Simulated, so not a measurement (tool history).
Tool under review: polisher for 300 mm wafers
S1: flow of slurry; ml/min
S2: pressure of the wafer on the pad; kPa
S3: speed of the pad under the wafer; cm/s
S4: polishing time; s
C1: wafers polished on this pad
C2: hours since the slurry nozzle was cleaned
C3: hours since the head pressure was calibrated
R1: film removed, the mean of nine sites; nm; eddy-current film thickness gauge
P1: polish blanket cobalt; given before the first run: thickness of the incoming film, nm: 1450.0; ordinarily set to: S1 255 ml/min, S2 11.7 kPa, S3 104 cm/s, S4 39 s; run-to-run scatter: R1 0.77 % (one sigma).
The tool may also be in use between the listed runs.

run   hour   S1    S2   S3  S4    C1     C2      C3       R1
  1   14.2  255  11.7  104  39   321  232.3   919.9  171.520
      20.6  -- slurry nozzle cleaned
  2   27.9  255  16.5  104  39   512    7.3   933.6  237.850
  3   37.7  255  11.7   52  39   648   17.1   943.4   85.046
  4   48.1  155  11.7  104  39   793   27.5   953.8  157.150
  5   60.3  255  11.7  104  39   963   39.7   966.0  169.500
  6   70.7  255  11.7  104  39  1107   50.1   976.4  170.060
  7   82.5  255  11.7  104  39  1272   61.9   988.2  168.610
  8   91.5  255  11.7  104  61  1397   70.9   997.2  265.370
  9   98.5  255  11.7  104  39  1495   77.9  1004.2  170.310
 10  105.7  255  11.7  128  58  1595   85.1  1011.4  308.410
 11  112.9  255   6.2  104  39  1695   92.3  1018.6   89.630
 12  124.4  255  11.7  104  22  1855  103.8  1030.1   95.521
 13  131.0  255  11.7  104  39  1947  110.4  1036.7  168.020
 14  138.8  335  11.7  104  39  2056  118.2  1044.5  175.000
 15  148.2  255  11.7  104  39  2187  127.6  1053.9  169.120

For run 16, what comes out?
 16  161.2  255  11.7  154  39  2368  140.6  1066.9   ?

{"run 16": {"R1": 250.12}}
